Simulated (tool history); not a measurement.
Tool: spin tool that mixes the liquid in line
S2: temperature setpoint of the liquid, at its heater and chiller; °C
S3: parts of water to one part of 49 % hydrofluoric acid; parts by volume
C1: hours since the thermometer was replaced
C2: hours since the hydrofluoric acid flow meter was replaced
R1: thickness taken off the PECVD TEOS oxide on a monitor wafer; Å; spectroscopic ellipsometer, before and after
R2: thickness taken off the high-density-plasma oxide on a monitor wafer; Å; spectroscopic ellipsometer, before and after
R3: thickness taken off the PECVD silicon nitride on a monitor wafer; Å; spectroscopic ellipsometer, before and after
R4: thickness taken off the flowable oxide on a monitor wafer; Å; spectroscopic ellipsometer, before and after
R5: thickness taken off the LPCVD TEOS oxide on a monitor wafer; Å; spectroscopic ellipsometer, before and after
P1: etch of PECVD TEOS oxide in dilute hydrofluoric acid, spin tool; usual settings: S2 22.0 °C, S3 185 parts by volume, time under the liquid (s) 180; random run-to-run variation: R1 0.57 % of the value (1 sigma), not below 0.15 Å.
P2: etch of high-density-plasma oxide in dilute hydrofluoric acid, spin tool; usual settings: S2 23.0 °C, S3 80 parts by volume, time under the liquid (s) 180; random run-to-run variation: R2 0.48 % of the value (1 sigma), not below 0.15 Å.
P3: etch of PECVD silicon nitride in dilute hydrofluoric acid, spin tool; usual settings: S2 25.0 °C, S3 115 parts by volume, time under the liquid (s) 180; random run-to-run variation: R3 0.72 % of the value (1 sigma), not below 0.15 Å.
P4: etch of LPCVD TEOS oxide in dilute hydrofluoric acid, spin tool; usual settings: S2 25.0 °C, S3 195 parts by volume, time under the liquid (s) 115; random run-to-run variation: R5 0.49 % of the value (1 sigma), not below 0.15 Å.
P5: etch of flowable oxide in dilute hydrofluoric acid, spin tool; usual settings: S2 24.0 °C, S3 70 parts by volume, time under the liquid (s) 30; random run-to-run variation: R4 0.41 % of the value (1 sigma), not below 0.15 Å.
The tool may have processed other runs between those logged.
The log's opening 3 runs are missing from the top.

run 4 hour=18.2 | process_that_ran=P2 S2=23.0 S3=145 time_under_the_liquid_(s)=180 | C1=615.3 C2=520.8 | R2=58.228
run 5 hour=23.2 | process_that_ran=P1 S2=22.0 S3=270 time_under_the_liquid_(s)=310 | C1=620.3 C2=525.8 | R1=155.210
run 6 hour=27.8 | process_that_ran=P3 S2=29.0 S3=115 time_under_the_liquid_(s)=180 | C1=624.9 C2=530.4 | R3=49.359
run 7 hour=33.5 | process_that_ran=P5 S2=24.0 S3=70 time_under_the_liquid_(s)=30 | C1=630.6 C2=536.1 | R4=153.80
run 8 hour=37.2 | process_that_ran=P2 S2=29.0 S3=80 time_under_the_liquid_(s)=180 | C1=634.3 C2=539.8 | R2=145.440
run 9 hour=41.2 | process_that_ran=P1 S2=22.0 S3=185 time_under_the_liquid_(s)=180 | C1=638.3 C2=543.8 | R1=143.330
run 10 hour=44.5 | process_that_ran=P3 S2=25.0 S3=115 time_under_the_liquid_(s)=180 | C1=641.6 C2=547.1 | R3=38.237
run 11 hour=48.1 | process_that_ran=P1 S2=22.0 S3=185 time_under_the_liquid_(s)=180 | C1=645.2 C2=550.7 | R1=144.450
run 12 hour=52.7 | process_that_ran=P4 S2=25.0 S3=195 time_under_the_liquid_(s)=115 | C1=649.8 C2=555.3 | R5=129.890
run 13 hour=57.8 | process_that_ran=P4 S2=25.0 S3=85 time_under_the_liquid_(s)=115 | C1=654.9 C2=560.4 | R5=345.270
run 14 hour=63.0 | process_that_ran=P1 S2=17.0 S3=185 time_under_the_liquid_(s)=350 | C1=660.1 C2=565.6 | R1=230.470
run 15 hour=68.1 | process_that_ran=P2 S2=23.0 S3=80 time_under_the_liquid_(s)=285 | C1=665.2 C2=570.7 | R2=181.110
run 16 hour=72.1 | process_that_ran=P1 S2=28.5 S3=185 time_under_the_liquid_(s)=180 | C1=669.2 C2=574.7 | R1=183.340
run 17 hour=75.3 | process_that_ran=P3 S2=25.0 S3=115 time_under_the_liquid_(s)=355 | C1=672.4 C2=577.9 | R3=75.182
run 18 hour=79.4 | process_that_ran=P1 S2=22.0 S3=305 time_under_the_liquid_(s)=180 | C1=676.5 C2=582.0 | R1=76.712
-- hour=79.5 hydrofluoric acid flow meter replaced
run 19 hour=82.5 | process_that_ran=P2 S2=23.0 S3=80 time_under_the_liquid_(s)=180 | C1=679.6 C2=3.0 | R2=113.780
run 20 hour=86.8 | process_that_ran=P3 S2=25.0 S3=205 time_under_the_liquid_(s)=180 | C1=683.9 C2=7.3 | R3=21.359
run 21 hour=91.4 | process_that_ran=P1 S2=22.0 S3=185 time_under_the_liquid_(s)=350 | C1=688.5 C2=11.9 | R1=283.220
run 22 hour=95.7 | process_that_ran=P4 S2=25.0 S3=195 time_under_the_liquid_(s)=15 | C1=692.8 C2=16.2 | R5=16.975

Run 23 comes next. What will it give?
run 23 hour=100.1 | process_that_ran=P5 S2=32.0 S3=70 time_under_the_liquid_(s)=30 | C1=697.2 C2=20.6 | R4=?

R4: 210.21 Å

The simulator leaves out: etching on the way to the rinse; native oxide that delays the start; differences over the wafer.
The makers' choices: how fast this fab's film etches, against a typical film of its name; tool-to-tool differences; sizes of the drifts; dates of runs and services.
